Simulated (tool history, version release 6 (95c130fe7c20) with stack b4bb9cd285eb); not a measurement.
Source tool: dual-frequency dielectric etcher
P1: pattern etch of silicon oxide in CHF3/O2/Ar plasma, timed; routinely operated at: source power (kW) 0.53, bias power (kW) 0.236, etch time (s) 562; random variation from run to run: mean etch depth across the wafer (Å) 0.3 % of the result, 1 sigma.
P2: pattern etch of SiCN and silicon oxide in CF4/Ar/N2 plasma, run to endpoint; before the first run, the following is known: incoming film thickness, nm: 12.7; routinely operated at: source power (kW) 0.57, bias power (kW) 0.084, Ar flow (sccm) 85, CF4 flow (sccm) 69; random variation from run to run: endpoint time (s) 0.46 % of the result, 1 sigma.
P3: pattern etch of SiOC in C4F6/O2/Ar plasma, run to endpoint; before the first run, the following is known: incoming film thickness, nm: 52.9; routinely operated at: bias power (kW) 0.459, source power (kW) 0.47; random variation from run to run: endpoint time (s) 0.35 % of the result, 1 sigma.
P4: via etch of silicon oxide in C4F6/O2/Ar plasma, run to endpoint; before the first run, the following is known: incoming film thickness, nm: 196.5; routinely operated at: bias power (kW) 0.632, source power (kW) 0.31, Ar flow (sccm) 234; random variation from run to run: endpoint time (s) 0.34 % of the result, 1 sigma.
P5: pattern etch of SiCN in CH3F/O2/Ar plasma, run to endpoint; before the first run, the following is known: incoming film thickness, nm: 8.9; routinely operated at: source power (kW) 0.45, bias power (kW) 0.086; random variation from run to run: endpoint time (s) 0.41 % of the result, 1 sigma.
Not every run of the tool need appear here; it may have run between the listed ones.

run	hour	process that ran	source power (kW)	bias power (kW)	etch time (s)	Ar flow (sccm)	CF4 flow (sccm)	mean etch depth across the wafer (Å)	endpoint time (s)
1	8.4	P1	0.53	0.236	562			11979	
2	14.1	P1	0.53	0.236	562			12035	
3	20	P1	0.53	0.236	562			11997	
4	30.2	P2	0.57	0.084		85	69		11.396
5	39.2	P1	0.39	0.236	697			13336	
6	48.3	P1	0.53	0.333	562			13537	
7	56.1	P1	0.53	0.236	844.5			18112	
8	66.2	P5	0.45	0.086					21.361
9	74.3	P1	0.33	0.236	679			12150	
10	79.3	P1	0.53	0.236	562			12036	
11	85.8	P3	0.47	0.459					16.622
12	92.2	P1	0.53	0.236	350			7467	
13	97.5	P5	0.45	0.109					19.621
14	107.5	P4	0.2	0.632		234			49.327
15	114.7	P1	0.53	0.19	562			11089	
16	121.2	P2	0.57	0.066		85	69		12.338
17	126.8	P3	0.47	0.364					18.071
18	132	P1	0.69	0.236	562			13212	
19	141.3	P4	0.31	0.632		234			41.871
# hour 142.4: bias power generator calibrated
20	149.5	P5	0.45	0.086					21.574
21	158.2	P2	0.8	0.084		85	69		8.4817
22	165.2	P1	0.44	0.182	562			10204	
23	175.1	P3	0.47	0.459					16.516
24	184.6	P5	0.29	0.086					24.891
25	190.6	P2	0.57	0.084		61	69		10.815
26	195.2	P4	0.31	0.852		234			37.157
27	202.5	P4	0.31	0.632		189			40.958
28	207.7	P3	0.36	0.459					18.257
29	217.3	P1	0.37	0.236	562			10470	
30	221.9	P2	0.57	0.084		85	69		11.441
31	229.6	P1	0.53	0.236	562			12005	
32	235.7	P4	0.31	0.632		234			41.697
33	241.9	P2	0.57	0.084		85	94		10.933
34	247.2	P1	0.53	0.236	562			12038	
35	252.5	P1	0.53	0.236	562			12051	
36	260.5	P1	0.53	0.236	562			12104	
37	268	P1	0.53	0.236	562			12128	
38	272.6	P1	0.53	0.236	562			12127	
39	281.6	P1	0.53	0.236	562			12164	
40	290.5	P1	0.53	0.236	562			12166	
# hour 290.9: wet clean of the chamber
41	295.5	P1	0.53	0.236	562			12225	
42	300.9	P1	0.53	0.236	562			12231	
43	307.6	P1	0.53	0.236	562			12149	
44	312.7	P1	0.53	0.236	562			12163	

Compared with where it was, what P1 gives has crept away. Each cause listed below fits the log as well as the rest, at the size given for it:
A: source power that arrives over what is set, % = 4.45
B: bias power that arrives over what is set, % = 4.68
The onset of the drift is placed at about hour 247.2.
Other possible causes, and why each is ruled out:
chamber walls in a state that raises the etch rate, %: serviced after onset, at hour 290.9, with no recovery of the prior output

Which of the check runs below tells the causes apart, meaning the causes would give it clearly different results? Each run uses 2 wafers whose results are averaged, and each result is shown as a question mark.
check 1	317.8	P5	0.45	0.086					?
check 2	317.8	P3	0.47	0.459					?
check 3	317.8	P4	0.31	0.632		234			?
check 4	317.8	P2	0.57	0.084		85	69		?

Predicted outcomes, by check and by cause:
check	result	if A	if B
check 1	endpoint time (s)	20.974	20.965
check 2	endpoint time (s)	16.311	16.301
check 3	endpoint time (s)	41.146	41.061
check 4	endpoint time (s)	10.982	11.238
Separation of the two closest causes in each check, using whichever result separates them best: check 1 0.05 %; check 2 0.06 %; check 3 0.21 %; check 4 2.3 %
Of the check runs offered, only check 4 discriminates between the causes; the rest would read about the same regardless of which cause applies.

Check 4 has now been run. It gave: endpoint time (s) 11.298. Which of the candidate causes is it?

It was cause B: bias power that arrives over what is set, %.
